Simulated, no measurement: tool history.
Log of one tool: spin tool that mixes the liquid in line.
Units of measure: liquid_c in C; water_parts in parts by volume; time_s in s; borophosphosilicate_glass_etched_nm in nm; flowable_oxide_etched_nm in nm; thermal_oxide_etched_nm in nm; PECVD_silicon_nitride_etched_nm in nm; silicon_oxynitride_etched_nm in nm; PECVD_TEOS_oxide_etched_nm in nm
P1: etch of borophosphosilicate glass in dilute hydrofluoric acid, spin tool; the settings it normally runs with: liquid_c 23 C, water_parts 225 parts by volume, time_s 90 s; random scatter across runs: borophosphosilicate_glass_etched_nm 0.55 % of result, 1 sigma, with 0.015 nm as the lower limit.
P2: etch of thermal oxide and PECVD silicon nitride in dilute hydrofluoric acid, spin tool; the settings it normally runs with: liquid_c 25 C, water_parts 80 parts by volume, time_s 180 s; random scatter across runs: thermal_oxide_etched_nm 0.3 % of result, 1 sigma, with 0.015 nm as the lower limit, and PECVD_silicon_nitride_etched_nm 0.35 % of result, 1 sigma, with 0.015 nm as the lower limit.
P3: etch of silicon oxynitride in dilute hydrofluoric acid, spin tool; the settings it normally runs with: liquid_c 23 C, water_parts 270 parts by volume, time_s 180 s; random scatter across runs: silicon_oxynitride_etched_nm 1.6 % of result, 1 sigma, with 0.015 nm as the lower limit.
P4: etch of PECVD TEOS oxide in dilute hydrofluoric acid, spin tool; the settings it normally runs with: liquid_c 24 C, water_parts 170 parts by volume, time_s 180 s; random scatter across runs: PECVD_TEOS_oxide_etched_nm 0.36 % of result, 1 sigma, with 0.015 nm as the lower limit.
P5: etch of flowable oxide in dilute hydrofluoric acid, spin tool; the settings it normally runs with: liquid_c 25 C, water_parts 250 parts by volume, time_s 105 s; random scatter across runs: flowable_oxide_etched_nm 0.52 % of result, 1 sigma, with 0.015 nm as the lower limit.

run   hour  process  liquid_c  water_parts  time_s  hours since the thermometer was replaced  hours since the hydrofluoric acid flow meter was replaced  borophosphosilicate_glass_etched_nm  flowable_oxide_etched_nm  thermal_oxide_etched_nm  PECVD_silicon_nitride_etched_nm  silicon_oxynitride_etched_nm  PECVD_TEOS_oxide_etched_nm
  1    7.8       P1        23          225      90                                     309.8                                                       1556                               23.174
  2   15.5       P1        23          225      90                                     317.5                                                     1563.7                               23.195
  3   21.1       P5        25          250     105                                     323.1                                                     1569.3                                                         15.209
  4   26.4       P2        25           30     180                                     328.4                                                     1574.6                                                                                  32.062                           29.145
  5     34       P3        17          270     180                                       336                                                     1582.2                                                                                                                                                 1.1049
  6   42.1       P2        25           80     180                                     344.1                                                     1590.3                                                                                  11.144                           11.076
  7   46.1       P2        25           80     335                                     348.1                                                     1594.3                                                                                  20.842                           20.763
  8   52.5       P1        23           75      90                                     354.5                                                     1600.7                                82.71
  9   60.6       P1        23          340      90                                     362.6                                                     1608.8                               13.779
 10   65.4       P4        24          170      60                                     367.4                                                     1613.6                                                                                                                                                                             4.5994
 11   72.5       P4        24          170     180                                     374.5                                                     1620.7                                                                                                                                                                             13.916
 12   80.1       P1        23           65      50                                     382.1                                                     1628.3                               53.742
 13   85.9       P2        30           80     180                                     387.9                                                     1634.1                                                                                  13.662                            15.36
 14   94.2       P3        23          270     355                                     396.2                                                     1642.4                                                                                                                                                 2.8212
 15   98.9       P4      30.5          170     180                                     400.9                                                     1647.1                                                                                                                                                                             17.611
 16  103.7       P5      17.5          250     105                                     405.7                                                     1651.9                                                         11.478
 17  107.6       P5        25          365     105                                     409.6                                                     1655.8                                                         9.2446
 18  114.7       P5        25          250      15                                     416.7                                                     1662.9                                                         2.1957
 19  118.8       P1        23          225     130                                     420.8                                                       1667                               33.468
 20  125.2       P1        23          225      15                                     427.2                                                     1673.4                               3.8512
 21  133.5       P1        23          225      90                                     435.5                                                     1681.7                               23.231

Estimate the outcome of run 22 from the log above:
 22  138.3       P3        23          270     180                                     440.3                                                     1686.5                                                                                                                                                      ?

Run 22 gave silicon_oxynitride_etched_nm 1.428 nm.
